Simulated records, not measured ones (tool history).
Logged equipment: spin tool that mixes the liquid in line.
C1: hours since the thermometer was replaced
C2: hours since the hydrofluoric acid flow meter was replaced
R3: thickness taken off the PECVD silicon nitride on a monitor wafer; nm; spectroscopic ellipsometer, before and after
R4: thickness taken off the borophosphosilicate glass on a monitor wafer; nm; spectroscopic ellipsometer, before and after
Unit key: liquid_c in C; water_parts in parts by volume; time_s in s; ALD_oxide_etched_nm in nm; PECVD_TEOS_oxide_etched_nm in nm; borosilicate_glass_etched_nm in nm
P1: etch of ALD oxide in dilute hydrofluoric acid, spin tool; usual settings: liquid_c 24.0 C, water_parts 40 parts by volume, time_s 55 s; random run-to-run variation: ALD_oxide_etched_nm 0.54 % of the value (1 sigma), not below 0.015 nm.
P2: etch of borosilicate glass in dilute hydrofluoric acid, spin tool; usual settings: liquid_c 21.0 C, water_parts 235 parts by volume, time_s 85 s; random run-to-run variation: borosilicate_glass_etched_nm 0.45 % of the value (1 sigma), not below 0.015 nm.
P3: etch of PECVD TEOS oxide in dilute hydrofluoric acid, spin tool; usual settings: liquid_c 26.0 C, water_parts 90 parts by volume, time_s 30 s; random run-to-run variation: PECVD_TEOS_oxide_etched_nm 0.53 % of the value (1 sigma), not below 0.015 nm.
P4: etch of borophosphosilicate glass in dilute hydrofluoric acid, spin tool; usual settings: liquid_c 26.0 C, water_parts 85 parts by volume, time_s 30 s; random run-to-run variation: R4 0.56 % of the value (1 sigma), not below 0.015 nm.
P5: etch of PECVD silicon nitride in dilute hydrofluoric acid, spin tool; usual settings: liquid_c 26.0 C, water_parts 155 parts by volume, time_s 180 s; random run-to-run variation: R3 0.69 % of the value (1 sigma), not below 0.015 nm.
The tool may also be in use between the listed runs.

Run 1, hour 6.8: process P1, liquid_c 24.0 C, water_parts 40 parts by volume, time_s 55 s; C1 1080.6; C2 712.2. Result: ALD_oxide_etched_nm 49.708 nm.
Run 2, hour 17.7: process P3, liquid_c 26.0 C, water_parts 90 parts by volume, time_s 50 s; C1 1091.5; C2 723.1. Result: PECVD_TEOS_oxide_etched_nm 9.6762 nm.
Run 3, hour 30.0: process P1, liquid_c 24.0 C, water_parts 60 parts by volume, time_s 55 s; C1 1103.8; C2 735.4. Result: ALD_oxide_etched_nm 32.158 nm.
Run 4, hour 39.0: process P1, liquid_c 24.0 C, water_parts 40 parts by volume, time_s 55 s; C1 1112.8; C2 744.4. Result: ALD_oxide_etched_nm 49.841 nm.
Run 5, hour 45.7: process P5, liquid_c 20.0 C, water_parts 155 parts by volume, time_s 180 s; C1 1119.5; C2 751.1. Result: R3 2.1893 nm.
Run 6, hour 54.6: process P3, liquid_c 26.0 C, water_parts 20 parts by volume, time_s 30 s; C1 1128.4; C2 760.0. Result: PECVD_TEOS_oxide_etched_nm 28.5350 nm.
Run 7, hour 62.7: process P1, liquid_c 24.0 C, water_parts 40 parts by volume, time_s 55 s; C1 1136.5; C2 768.1. Result: ALD_oxide_etched_nm 49.907 nm.
Run 8, hour 73.6: process P1, liquid_c 24.0 C, water_parts 25 parts by volume, time_s 55 s; C1 1147.4; C2 779.0. Result: ALD_oxide_etched_nm 81.334 nm.
Run 9, hour 86.1: process P4, liquid_c 26.0 C, water_parts 85 parts by volume, time_s 30 s; C1 1159.9; C2 791.5. Result: R4 16.457 nm.
Run 10, hour 98.3: process P5, liquid_c 26.0 C, water_parts 155 parts by volume, time_s 180 s; C1 1172.1; C2 803.7. Result: R3 3.2531 nm.
Run 11, hour 105.7: process P2, liquid_c 21.0 C, water_parts 40 parts by volume, time_s 85 s; C1 1179.5; C2 811.1. Result: borosilicate_glass_etched_nm 88.195 nm.
Run 12, hour 115.7: process P2, liquid_c 21.0 C, water_parts 235 parts by volume, time_s 160 s; C1 1189.5; C2 821.1. Result: borosilicate_glass_etched_nm 23.203 nm.
Run 13, hour 123.6: process P3, liquid_c 31.5 C, water_parts 90 parts by volume, time_s 30 s; C1 1197.4; C2 829.0. Result: PECVD_TEOS_oxide_etched_nm 7.0881 nm.
Run 14, hour 130.1: process P1, liquid_c 24.0 C, water_parts 40 parts by volume, time_s 15 s; C1 1203.9; C2 835.5. Result: ALD_oxide_etched_nm 13.543 nm.
Run 15, hour 135.9: process P1, liquid_c 24.0 C, water_parts 40 parts by volume, time_s 55 s; C1 1209.7; C2 841.3. Result: ALD_oxide_etched_nm 49.756 nm.
Run 16, hour 144.0: process P1, liquid_c 24.0 C, water_parts 40 parts by volume, time_s 55 s; C1 1217.8; C2 849.4. Result: ALD_oxide_etched_nm 50.275 nm.
Run 17, hour 156.3: process P4, liquid_c 26.0 C, water_parts 35 parts by volume, time_s 30 s; C1 1230.1; C2 861.7. Result: R4 43.198 nm.
Run 18, hour 162.5: process P4, liquid_c 26.0 C, water_parts 85 parts by volume, time_s 55 s; C1 1236.3; C2 867.9. Result: R4 30.231 nm.
At hour 163.5: thermometer replaced.
Run 19, hour 173.1: process P5, liquid_c 26.0 C, water_parts 155 parts by volume, time_s 355 s; C1 9.7; C2 878.5. Result: R3 6.3507 nm.

Run 20 comes next. What will it give?
Run 20, hour 183.6: process P3, liquid_c 26.0 C, water_parts 90 parts by volume, time_s 30 s; C1 20.2; C2 889.0. Result: PECVD_TEOS_oxide_etched_nm ?.

{"run 20": {"PECVD_TEOS_oxide_etched_nm": 5.802}}
